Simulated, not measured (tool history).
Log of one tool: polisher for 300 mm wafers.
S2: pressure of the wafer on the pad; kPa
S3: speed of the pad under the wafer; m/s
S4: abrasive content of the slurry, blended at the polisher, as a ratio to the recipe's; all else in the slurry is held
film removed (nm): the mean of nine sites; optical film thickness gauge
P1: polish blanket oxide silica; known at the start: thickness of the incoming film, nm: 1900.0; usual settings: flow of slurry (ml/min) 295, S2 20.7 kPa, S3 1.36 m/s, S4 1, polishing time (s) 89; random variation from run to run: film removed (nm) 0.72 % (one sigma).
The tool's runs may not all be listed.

Run 1, hour 9: flow of slurry (ml/min) 295, S2 20.7 kPa, S3 1.36 m/s, S4 1, polishing time (s) 89. Result: film removed (nm) 275.05.
Run 2, hour 21.4: flow of slurry (ml/min) 295, S2 20.7 kPa, S3 1.36 m/s, S4 1.25, polishing time (s) 89. Result: film removed (nm) 303.44.
Run 3, hour 31.9: flow of slurry (ml/min) 295, S2 20.7 kPa, S3 2.02 m/s, S4 1, polishing time (s) 89. Result: film removed (nm) 378.56.
At hour 37.4: slurry nozzle cleaned.
Run 4, hour 39.7: flow of slurry (ml/min) 295, S2 20.7 kPa, S3 1.98 m/s, S4 1.4, polishing time (s) 89. Result: film removed (nm) 431.33.
Run 5, hour 45.8: flow of slurry (ml/min) 295, S2 9.7 kPa, S3 1.36 m/s, S4 1, polishing time (s) 89. Result: film removed (nm) 128.5.
At hour 52.5: head pressure recalibrated.
Run 6, hour 54.6: flow of slurry (ml/min) 295, S2 20.7 kPa, S3 1.36 m/s, S4 1, polishing time (s) 114. Result: film removed (nm) 349.73.
Run 7, hour 67.7: flow of slurry (ml/min) 195, S2 20.7 kPa, S3 1.36 m/s, S4 1, polishing time (s) 89. Result: film removed (nm) 260.89.
Run 8, hour 78.1: flow of slurry (ml/min) 420, S2 20.7 kPa, S3 1.36 m/s, S4 1, polishing time (s) 89. Result: film removed (nm) 280.02.
Run 9, hour 86: flow of slurry (ml/min) 295, S2 20.7 kPa, S3 1.36 m/s, S4 0.55, polishing time (s) 89. Result: film removed (nm) 200.41.
Run 10, hour 97.7: flow of slurry (ml/min) 295, S2 20.7 kPa, S3 1.36 m/s, S4 1, polishing time (s) 89. Result: film removed (nm) 273.44.
Run 11, hour 110.2: flow of slurry (ml/min) 295, S2 29 kPa, S3 1.36 m/s, S4 1, polishing time (s) 89. Result: film removed (nm) 382.99.
Run 12, hour 117.7: flow of slurry (ml/min) 295, S2 20.7 kPa, S3 1.36 m/s, S4 1, polishing time (s) 89. Result: film removed (nm) 272.27.
Run 13, hour 130: flow of slurry (ml/min) 295, S2 20.7 kPa, S3 1.98 m/s, S4 1.3, polishing time (s) 89. Result: film removed (nm) 413.93.
Run 14, hour 136.1: flow of slurry (ml/min) 295, S2 20.7 kPa, S3 1.36 m/s, S4 1, polishing time (s) 89. Result: film removed (nm) 273.88.
Run 15, hour 147.5: flow of slurry (ml/min) 295, S2 20.7 kPa, S3 0.62 m/s, S4 1, polishing time (s) 89. Result: film removed (nm) 144.5.
At hour 152.8: conditioning disc replaced and pad reconditioned.
Run 16, hour 153.4: flow of slurry (ml/min) 295, S2 20.7 kPa, S3 1.36 m/s, S4 1, polishing time (s) 89. Result: film removed (nm) 271.37.
Run 17, hour 163.8: flow of slurry (ml/min) 295, S2 20.7 kPa, S3 1.36 m/s, S4 1, polishing time (s) 89. Result: film removed (nm) 274.83.
Run 18, hour 172.3: flow of slurry (ml/min) 295, S2 20.7 kPa, S3 1.36 m/s, S4 1, polishing time (s) 62. Result: film removed (nm) 187.91.
Run 19, hour 179.7: flow of slurry (ml/min) 295, S2 20.7 kPa, S3 2 m/s, S4 0.6, polishing time (s) 89. Result: film removed (nm) 283.32.
Run 20, hour 192.8: flow of slurry (ml/min) 295, S2 20.7 kPa, S3 1.36 m/s, S4 1, polishing time (s) 89. Result: film removed (nm) 275.45.
Run 21, hour 202.6: flow of slurry (ml/min) 295, S2 20.7 kPa, S3 1.36 m/s, S4 1, polishing time (s) 89. Result: film removed (nm) 273.04.
Run 22, hour 215.5: flow of slurry (ml/min) 295, S2 20.7 kPa, S3 1.36 m/s, S4 1, polishing time (s) 89. Result: film removed (nm) 256.08.
Run 23, hour 226.7: flow of slurry (ml/min) 295, S2 20.7 kPa, S3 1.36 m/s, S4 1, polishing time (s) 89. Result: film removed (nm) 253.13.
Run 24, hour 236.7: flow of slurry (ml/min) 295, S2 20.7 kPa, S3 1.36 m/s, S4 1, polishing time (s) 89. Result: film removed (nm) 246.
At hour 236.8: conditioning disc replaced and pad reconditioned.
Run 25, hour 246.4: flow of slurry (ml/min) 295, S2 20.7 kPa, S3 1.36 m/s, S4 1, polishing time (s) 89. Result: film removed (nm) 240.7.
Run 26, hour 252.4: flow of slurry (ml/min) 295, S2 20.7 kPa, S3 1.36 m/s, S4 1, polishing time (s) 89. Result: film removed (nm) 239.95.
At hour 256.5: head pressure recalibrated.
Run 27, hour 258.8: flow of slurry (ml/min) 295, S2 20.7 kPa, S3 1.36 m/s, S4 1, polishing time (s) 89. Result: film removed (nm) 240.01.
Run 28, hour 271.9: flow of slurry (ml/min) 295, S2 20.7 kPa, S3 1.36 m/s, S4 1, polishing time (s) 89. Result: film removed (nm) 242.37.
Run 29, hour 278.1: flow of slurry (ml/min) 295, S2 20.7 kPa, S3 1.36 m/s, S4 1, polishing time (s) 89. Result: film removed (nm) 238.4.
Run 30, hour 285.7: flow of slurry (ml/min) 295, S2 20.7 kPa, S3 1.36 m/s, S4 1, polishing time (s) 89. Result: film removed (nm) 238.92.

What P1 gives has crept away from where it was. These 2 causes fit the log equally well, each at the size given:
A: removal rate lost through wear of the pad, % = 12.6
B: abrasive missing from the slurry, % = 24.1
The creep began at about hour 202.6.
Why every other cause is out:
slurry flow missing at the pad, %: at most 40, which would move film removed (nm) by -5.8 %: too little, or the wrong way
head's pressure below its setpoint, %: serviced at hour 256.5, which brought nothing back
time polished since the conditioner stopped cutting, s: serviced at hour 236.8, which brought nothing back

4 check runs are offered, each on 3 wafers whose results are averaged, their results left as question marks. Which one tells the causes apart?
Run check 1, hour 293.3: flow of slurry (ml/min) 370, S2 20.7 kPa, S3 1.36 m/s, S4 1, polishing time (s) 89. Result: film removed (nm) ?.
Run check 2, hour 293.3: flow of slurry (ml/min) 295, S2 20.7 kPa, S3 1.74 m/s, S4 1, polishing time (s) 89. Result: film removed (nm) ?.
Run check 3, hour 293.3: flow of slurry (ml/min) 405, S2 20.7 kPa, S3 1.36 m/s, S4 1, polishing time (s) 89. Result: film removed (nm) ?.
Run check 4, hour 293.3: flow of slurry (ml/min) 295, S2 20.7 kPa, S3 1.36 m/s, S4 0.65, polishing time (s) 89. Result: film removed (nm) ?.

What each check would give under each cause:
  check             result    if A    if B
check 1  film removed (nm)  243.17  243.14
check 2  film removed (nm)  290.73  290.69
check 3  film removed (nm)  244.71  244.68
check 4  film removed (nm)  191.78  186.21
How far apart the two closest causes lie, in the result that separates them most: check 1 0.01 %; check 2 0.01 %; check 3 0.01 %; check 4 2.95 %
Check 4 tells the causes apart: in the others they would give nearly the same result.

Then check 4 was run and gave: film removed (nm) 186.47. Which cause is it?

It is B: abrasive missing from the slurry, %.

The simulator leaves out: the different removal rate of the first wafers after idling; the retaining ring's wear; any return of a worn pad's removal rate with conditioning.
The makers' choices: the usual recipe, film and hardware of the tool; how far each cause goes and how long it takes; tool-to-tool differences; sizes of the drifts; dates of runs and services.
